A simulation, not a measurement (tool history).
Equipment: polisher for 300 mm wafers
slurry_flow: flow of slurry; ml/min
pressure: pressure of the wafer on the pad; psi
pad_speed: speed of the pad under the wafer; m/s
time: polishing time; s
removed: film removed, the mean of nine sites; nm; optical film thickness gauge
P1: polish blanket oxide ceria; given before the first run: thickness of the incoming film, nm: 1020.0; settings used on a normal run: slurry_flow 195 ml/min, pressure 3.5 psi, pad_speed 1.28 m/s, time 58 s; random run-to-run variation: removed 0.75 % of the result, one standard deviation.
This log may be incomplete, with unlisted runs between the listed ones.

run   hour  slurry_flow  pressure  pad_speed  time  wafers polished on this pad  hours since the slurry nozzle was cleaned  hours since the head pressure was calibrated  removed
  1    6.2          195       3.5       1.28    58                          624                                      528.1                                         309.2   409.87
      14.3  -- slurry nozzle cleaned
  2   16.1          195       3.5       1.28    58                          725                                        1.9                                         319.1   415.42
  3   26.2          195       3.5       0.64    58                          829                                         12                                         329.2   206.48
  4   35.3          195       3.5       1.28    85                          922                                       21.1                                         338.3   603.08
  5   44.6          250       3.5       0.66    58                         1018                                       30.4                                         347.6    219.4
  6   51.7          195         2       1.28    58                         1091                                       37.5                                         354.7   232.25
  7   62.1          195       3.5        1.9    58                         1197                                       47.9                                         365.1    618.2
  8   67.6          310       3.5       1.28    58                         1254                                       53.4                                         370.6   431.28
  9   75.6          195       3.5       1.28    58                         1336                                       61.4                                         378.6   407.78
 10   83.7          195       3.5       1.28    58                         1419                                       69.5                                         386.7   414.84
 11   89.6          195       3.5       1.28    33                         1479                                       75.4                                         392.6      235
 12     96          195       4.4       1.28    58                         1545                                       81.8                                           399      518
 13  105.2          115       3.5       1.28    58                         1639                                         91                                         408.2   380.08
 14  109.9          195       3.5       1.28    58                         1687                                       95.7                                         412.9   411.42
 15  115.9          195       3.5       1.28    58                         1749                                      101.7                                         418.9   405.13
 16  123.9          195       3.5       1.28    58                         1831                                      109.7                                         426.9   397.97
 17  132.3          195       3.5       1.28    58                         1917                                      118.1                                         435.3   389.46
 18  141.6          195       3.5       1.28    58                         2013                                      127.4                                         444.6   384.25
     145.1  -- worn pad replaced by a new one
 19    150          195       3.5       1.28    58                           50                                      135.8                                           453   385.37
 20  155.4          195       3.5       1.28    58                          105                                      141.2                                         458.4   387.26
 21  165.6          195       3.5       1.28    58                          210                                      151.4                                         468.6   384.32

What P1 gives has crept away from where it was. These 2 causes fit the log equally well, each at the size given:
A: slurry flow missing at the pad, % = 32.7
B: head's pressure below its setpoint, % = 6.22
The onset of the drift is placed at about hour 109.9.
Why every other cause is out:
removal rate lost through wear of the pad, %: serviced at hour 145.1, after the drift had started, without restoring the earlier output

Of the 4 check runs below, each run on 3 wafers with the results averaged and each result still a question mark, which one would tell the listed causes apart?
check 1  175.8          195       3.5       1.68    39                                                                                                                              ?
check 2  175.8          195       2.8       1.28    58                                                                                                                              ?
check 3  175.8          195       2.5       1.28    58                                                                                                                              ?
check 4  175.8          125       3.5       1.28    58                                                                                                                              ?

If the cause were each of the candidates in turn, the checks would give the following:
  check   result    if A    if B
check 1  removed  341.06  341.03
check 2  removed  309.16  309.13
check 3  removed  276.03  276.01
check 4  removed  347.71  358.94
Per-check spread between the two closest causes, in the result where they differ most: check 1 0.01 %; check 2 0.01 %; check 3 0.01 %; check 4 3.18 %
Check 4 tells the causes apart: in the others they would give nearly the same result.

Here is what check 4 returned: removed 360.29 nm. Which cause is it?

Of the candidate causes, it is B: head's pressure below its setpoint, %.
